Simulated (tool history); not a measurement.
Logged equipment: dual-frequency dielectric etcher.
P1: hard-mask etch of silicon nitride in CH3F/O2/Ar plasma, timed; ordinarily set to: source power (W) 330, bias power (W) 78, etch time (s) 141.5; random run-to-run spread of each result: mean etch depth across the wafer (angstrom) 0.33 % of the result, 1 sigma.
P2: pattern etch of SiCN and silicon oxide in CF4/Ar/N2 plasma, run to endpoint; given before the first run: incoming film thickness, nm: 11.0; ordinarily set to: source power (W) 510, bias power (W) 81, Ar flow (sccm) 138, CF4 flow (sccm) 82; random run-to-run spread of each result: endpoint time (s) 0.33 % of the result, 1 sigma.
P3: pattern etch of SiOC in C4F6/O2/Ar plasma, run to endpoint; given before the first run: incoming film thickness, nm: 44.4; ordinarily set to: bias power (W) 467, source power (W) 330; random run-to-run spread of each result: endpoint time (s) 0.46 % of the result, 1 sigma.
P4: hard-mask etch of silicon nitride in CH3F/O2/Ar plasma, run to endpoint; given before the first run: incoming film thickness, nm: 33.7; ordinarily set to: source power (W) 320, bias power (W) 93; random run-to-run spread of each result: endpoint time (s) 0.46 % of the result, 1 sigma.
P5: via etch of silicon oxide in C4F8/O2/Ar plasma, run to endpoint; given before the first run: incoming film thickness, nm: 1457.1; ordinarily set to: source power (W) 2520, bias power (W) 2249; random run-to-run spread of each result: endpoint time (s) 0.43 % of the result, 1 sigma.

run     day  process that ran  source power (W)  bias power (W)  etch time (s)  Ar flow (sccm)  CF4 flow (sccm)  hours since the last wet clean  hours since the last source power generator calibration  hours since the last bias power generator calibration  mean etch depth across the wafer (angstrom)  endpoint time (s)
  1   0.646                P1               330              78          141.5                                                            233.8                                                   3060.9                                                  704.3                                       929.19
  2   1.133                P3               200             467                                                                           245.5                                                   3072.6                                                  716.0                                                         19.2990
  3   1.783                P2               510              81                            138               82                           261.1                                                   3088.2                                                  731.6                                                         11.1120
  4   2.267                P2               510              50                            138               82                           272.7                                                   3099.8                                                  743.2                                                         13.0460
  5   2.762                P2               690              81                            138               82                           284.6                                                   3111.7                                                  755.1                                                          8.5339
  6   3.275                P3               330             467                                                                           296.9                                                   3124.0                                                  767.4                                                         16.1810
  7   3.592                P2               510              81                            138               82                           304.5                                                   3131.6                                                  775.0                                                         11.1830
  8   3.962                P5              2520            2249                                                                           313.4                                                   3140.5                                                  783.9                                                        243.5900
      4.433  -- bias power generator calibrated
  9   4.462                P3               330             324                                                                           325.4                                                   3152.5                                                    0.7                                                         18.5630
 10   5.025                P1               330             102          141.5                                                            338.9                                                   3166.0                                                   14.2                                      1026.60
 11   5.342                P2               510              81                            177               82                           346.5                                                   3173.6                                                   21.8                                                         11.5960
 12   5.754                P4               320              93                                                                           356.4                                                   3183.5                                                   31.7                                                         50.4740
 13   6.250                P1               330              93           97.0                                                            368.3                                                   3195.4                                                   43.6                                       680.28
 14   6.892                P1               440              78          141.5                                                            383.7                                                   3210.8                                                   59.0                                      1041.10
 15   7.492                P4               320              71                                                                           398.1                                                   3225.2                                                   73.4                                                         55.8700
 16   7.875                P1               220              78          141.5                                                            407.3                                                   3234.4                                                   82.6                                       800.20
 17   8.271                P1               330              78          141.5                                                            416.8                                                   3243.9                                                   92.1                                       932.96
 18   8.712                P5              3270            2249                                                                           427.4                                                   3254.5                                                  102.7                                                        219.1800
 19   9.300                P4               250              93                                                                           441.5                                                   3268.6                                                  116.8                                                         55.0770
 20   9.925                P1               330              78          190.5                                                            456.5                                                   3283.6                                                  131.8                                      1254.10
 21  10.279                P1               330              78          141.5                                                            465.0                                                   3292.1                                                  140.3                                       931.14
     10.588  -- wet clean of the chamber
 22  10.767                P1               330              78           95.5                                                              4.4                                                   3303.8                                                  152.0                                       630.17
 23  11.142                P1               330              78          141.5                                                             13.4                                                   3312.8                                                  161.0                                       928.62
 24  11.533                P1               330              55          141.5                                                             22.8                                                   3322.2                                                  170.4                                       827.99
 25  11.883                P3               330             467                                                                            31.2                                                   3330.6                                                  178.8                                                         16.2120
 26  12.529                P5              2520            2996                                                                            46.7                                                   3346.1                                                  194.3                                                        223.6000
 27  12.900                P1               390              78          175.5                                                             55.6                                                   3355.0                                                  203.2                                      1217.90
 28  13.496                P2               510              81                            138              110                            69.9                                                   3369.3                                                  217.5                                                         10.6760
 29  13.967                P1               330              78          141.5                                                             81.2                                                   3380.6                                                  228.8                                       926.92
 30  14.292                P1               330              78          141.5                                                             89.0                                                   3388.4                                                  236.6                                       937.33
 31  14.612                P1               330              78          141.5                                                             96.7                                                   3396.1                                                  244.3                                       933.96
 32  15.029                P1               330              78          141.5                                                            106.7                                                   3406.1                                                  254.3                                       941.40
 33  15.321                P1               330              78          141.5                                                            113.7                                                   3413.1                                                  261.3                                       947.93
 34  15.658                P1               330              78          141.5                                                            121.8                                                   3421.2                                                  269.4                                       939.11
 35  16.204                P1               330              78          141.5                                                            134.9                                                   3434.3                                                  282.5                                       944.64
     16.212  -- wet clean of the chamber
 36  16.721                P1               330              78          141.5                                                             12.2                                                   3446.7                                                  294.9                                       945.43
 37  17.292                P1               330              78          141.5                                                             25.9                                                   3460.4                                                  308.6                                       945.50
 38  17.833                P1               330              78          141.5                                                             38.9                                                   3473.4                                                  321.6                                       944.88
 39  18.192                P1               330              78          141.5                                                             47.5                                                   3482.0                                                  330.2                                       945.29

The output of P1 has drifted from where it used to be. Each of the 2 causes below, taken at the size shown beside it, accounts for the log equally well:
A: bias power that arrives over what is set, % = 4.8
B: source power that arrives over what is set, % = 4.54
The drift started at roughly day 13.967.
What rules out each remaining cause:
chamber walls in a state that raises the etch rate, %: work on it at day 16.212, done after the drift set in, did not restore what the process gave before

Which of the 4 check runs listed below separates the causes, so that each cause would produce a clearly different result? Each run uses one wafer, and its results are marked with question marks.
check 1  18.550                P5              2520            2935                                                                                                                                                                                                                                                               ?
check 2  18.550                P4               320              75                                                                                                                                                                                                                                                               ?
check 3  18.550                P3               200             368                                                                                                                                                                                                                                                               ?
check 4  18.550                P2               510              81                            138              109                                                                                                                                                                                                               ?

If the cause were each of the candidates in turn, the checks would give the following:
  check             result      if A      if B
check 1  endpoint time (s)  222.2700  221.5800
check 2  endpoint time (s)   53.6780   53.6690
check 3  endpoint time (s)   20.9720   20.9920
check 4  endpoint time (s)   10.4940   10.2520
Separation of the two closest causes in each check, using whichever result separates them best: check 1 0.31 %; check 2 0.02 %; check 3 0.1 %; check 4 2.33 %
Check 4 distinguishes between the causes, while the remaining checks would return nearly the same result for all of them.

Running check 4 produced the following: endpoint time (s) 10.2330. Which one of the listed causes fits?

The cause is B: source power that arrives over what is set, %.
